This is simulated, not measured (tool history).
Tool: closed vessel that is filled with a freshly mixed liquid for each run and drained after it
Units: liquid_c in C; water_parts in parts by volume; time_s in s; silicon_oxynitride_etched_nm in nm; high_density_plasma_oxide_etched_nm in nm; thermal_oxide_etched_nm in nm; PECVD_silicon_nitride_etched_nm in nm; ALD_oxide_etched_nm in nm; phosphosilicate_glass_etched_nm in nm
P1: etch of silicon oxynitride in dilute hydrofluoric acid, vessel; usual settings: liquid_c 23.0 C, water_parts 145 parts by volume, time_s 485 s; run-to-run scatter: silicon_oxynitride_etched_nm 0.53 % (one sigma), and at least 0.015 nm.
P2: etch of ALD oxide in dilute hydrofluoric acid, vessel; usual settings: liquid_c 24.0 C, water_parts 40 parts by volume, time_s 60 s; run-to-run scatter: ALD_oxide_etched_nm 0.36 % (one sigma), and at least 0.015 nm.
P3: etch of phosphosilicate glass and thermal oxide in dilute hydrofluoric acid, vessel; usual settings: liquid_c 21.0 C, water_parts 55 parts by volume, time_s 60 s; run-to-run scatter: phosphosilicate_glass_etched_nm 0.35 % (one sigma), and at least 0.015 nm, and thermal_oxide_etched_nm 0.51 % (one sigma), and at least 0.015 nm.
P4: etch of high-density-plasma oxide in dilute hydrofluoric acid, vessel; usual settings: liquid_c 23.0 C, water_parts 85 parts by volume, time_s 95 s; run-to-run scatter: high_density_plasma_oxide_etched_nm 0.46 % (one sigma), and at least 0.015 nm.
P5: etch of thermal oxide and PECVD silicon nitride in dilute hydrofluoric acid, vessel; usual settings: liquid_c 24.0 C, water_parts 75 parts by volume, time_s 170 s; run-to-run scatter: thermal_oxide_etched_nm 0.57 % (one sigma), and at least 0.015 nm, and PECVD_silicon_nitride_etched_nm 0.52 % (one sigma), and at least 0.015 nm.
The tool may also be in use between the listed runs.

run   hour  process  liquid_c  water_parts  time_s  hours since the thermometer was replaced  hours since the hydrofluoric acid flow meter was replaced  silicon_oxynitride_etched_nm  high_density_plasma_oxide_etched_nm  thermal_oxide_etched_nm  PECVD_silicon_nitride_etched_nm  ALD_oxide_etched_nm  phosphosilicate_glass_etched_nm
  1    4.4       P1      23.0          145     485                                    1147.8                                                      677.2                        5.5969
  2    8.7       P1      17.0          145     485                                    1152.1                                                      681.5                        4.2344
  3   12.1       P4      23.0           85      30                                    1155.5                                                      684.9                                                             1.7918
  4   17.6       P4      23.0           85      95                                    1161.0                                                      690.4                                                             5.5691
  5   24.7       P5      17.0           75     170                                    1168.1                                                      697.5                                                                                      8.1958                           2.7198
  6   28.8       P4      23.0           55      95                                    1172.2                                                      701.6                                                             8.9650
  7   34.6       P5      24.0           75     170                                    1178.0                                                      707.4                                                                                     11.0110                           4.3548
  8   40.0       P1      23.0          145     485                                    1183.4                                                      712.8                        5.6335
  9   46.9       P1      23.0          145     485                                    1190.3                                                      719.7                        5.6744
 10   53.4       P2      24.0           40      60                                    1196.8                                                      726.2                                                                                                                                            16.735
 11   57.2       P1      23.0          145     485                                    1200.6                                                      730.0                        5.5973
 12   64.4       P3      21.0           55      60                                    1207.8                                                      737.2                                                                                      4.9503                                                                                 95.521
 13   67.9       P5      24.0           30     170                                    1211.3                                                      740.7                                                                                     29.1630                          10.6400
 14   74.4       P1      30.5          145     485                                    1217.8                                                      747.2                        7.8823
 15   79.0       P2      24.0           40      60                                    1222.4                                                      751.8                                                                                                                                            16.741
 16   84.8       P5      24.0           75     290                                    1228.2                                                      757.6                                                                                     18.7650                           7.4613
 17   89.0       P1      23.0          145     485                                    1232.4                                                      761.8                        5.6274
 18   94.7       P3      17.0           55      60                                    1238.1                                                      767.5                                                                                      4.1611                                                                                 80.705
 19   98.7       P4      30.0           85      95                                    1242.1                                                      771.5                                                             7.3135
 20  103.4       P3      21.0           55      95                                    1246.8                                                      776.2                                                                                      7.7863                                                                                152.030
 21  110.7       P1      23.0          145     715                                    1254.1                                                      783.5                        8.2490
 22  116.8       P1      23.0          145     485                                    1260.2                                                      789.6                        5.6653
 23  123.8       P1      27.0           90     485                                    1267.2                                                      796.6                       11.4050
 24  128.1       P1      23.0          240     485                                    1271.5                                                      800.9                        3.1560
 25  133.8       P3      21.0           90      60                                    1277.2                                                      806.6                                                                                      2.8540                                                                                 55.772
 26  137.2       P1      23.0          145     180                                    1280.6                                                      810.0                        2.1153
 27  143.4       P2      31.5           40      60                                    1286.8                                                      816.2                                                                                                                                            22.677
 28  147.6       P2      24.0           40     115                                    1291.0                                                      820.4                                                                                                                                            32.143
 29  151.9       P3      21.0           55      60                                    1295.3                                                      824.7                                                                                      4.9270                                                                                 95.592
 30  156.2       P1      23.0          145     485                                    1299.6                                                      829.0                        5.6721
 31  160.6       P2      24.0           20      60                                    1304.0                                                      833.4                                                                                                                                            34.516
 32  166.0       P1      23.0           60     485                                    1309.4                                                      838.8                       14.6080
 33  171.3       P4      23.0           85      95                                    1314.7                                                      844.1                                                             5.5700
 34  174.9       P1      23.0          145     485                                    1318.3                                                      847.7                        5.5762
 35  179.0       P1      23.0          145     485                                    1322.4                                                      851.8                        5.7326
 36  183.9       P1      23.0          145     485                                    1327.3                                                      856.7                        5.8528
 37  188.3       P1      23.0          145     485                                    1331.7                                                      861.1                        5.8362
 38  193.6       P1      23.0          145     485                                    1337.0                                                      866.4                        5.9653
 39  200.5       P1      23.0          145     485                                    1343.9                                                      873.3                        6.0393
 40  205.4       P1      23.0          145     485                                    1348.8                                                      878.2                        6.0088
 41  209.6       P1      23.0          145     485                                    1353.0                                                      882.4                        5.9980
 42  216.7       P1      23.0          145     485                                    1360.1                                                      889.5                        5.9777
 43  223.7       P1      23.0          145     485                                    1367.1                                                      896.5                        6.0646
 44  228.0       P1      23.0          145     485                                    1371.4                                                      900.8                        6.0681

What P1 gives has crept away from where it was. These 2 causes fit the log equally well, each at the size given:
A: hydrofluoric acid flow above the setpoint (%) = 6.3
B: liquid hotter than its thermometer reads (K) = 1.47
The creep began at about hour 174.9.

4 check runs are offered, each on 2 wafers whose results are averaged, their results left as question marks. Which one tells the causes apart?
check 1  232.3       P3      21.0           55      60                                                                                                                                                                                                ?                                                                                      ?
check 2  232.3       P4      23.0           85      95                                                                                                                                                                       ?
check 3  232.3       P5      24.0           75     170                                                                                                                                                                                                ?                                ?
check 4  232.3       P2      24.0           40      60                                                                                                                                                                                                                                                      ?

What each check would give under each cause:
  check                               result     if A     if B
check 1              thermal_oxide_etched_nm   5.2706   5.2510
check 1      phosphosilicate_glass_etched_nm  102.020  101.640
check 2  high_density_plasma_oxide_etched_nm   5.9598   5.9104
check 3              thermal_oxide_etched_nm  11.7640  11.6730
check 3      PECVD_silicon_nitride_etched_nm   4.6539   4.8310
check 4                  ALD_oxide_etched_nm   17.888   17.823
How far apart the two closest causes lie, in the result that separates them most: check 1 0.37 %; check 2 0.83 %; check 3 3.74 %; check 4 0.36 %
Only check 3 tells the causes apart: in the others they would give nearly the same result.

Check 3 was then run and gave: thermal_oxide_etched_nm 11.6960 nm; PECVD_silicon_nitride_etched_nm 4.8292 nm. Which cause is it?

It is B: liquid hotter than its thermometer reads (K).
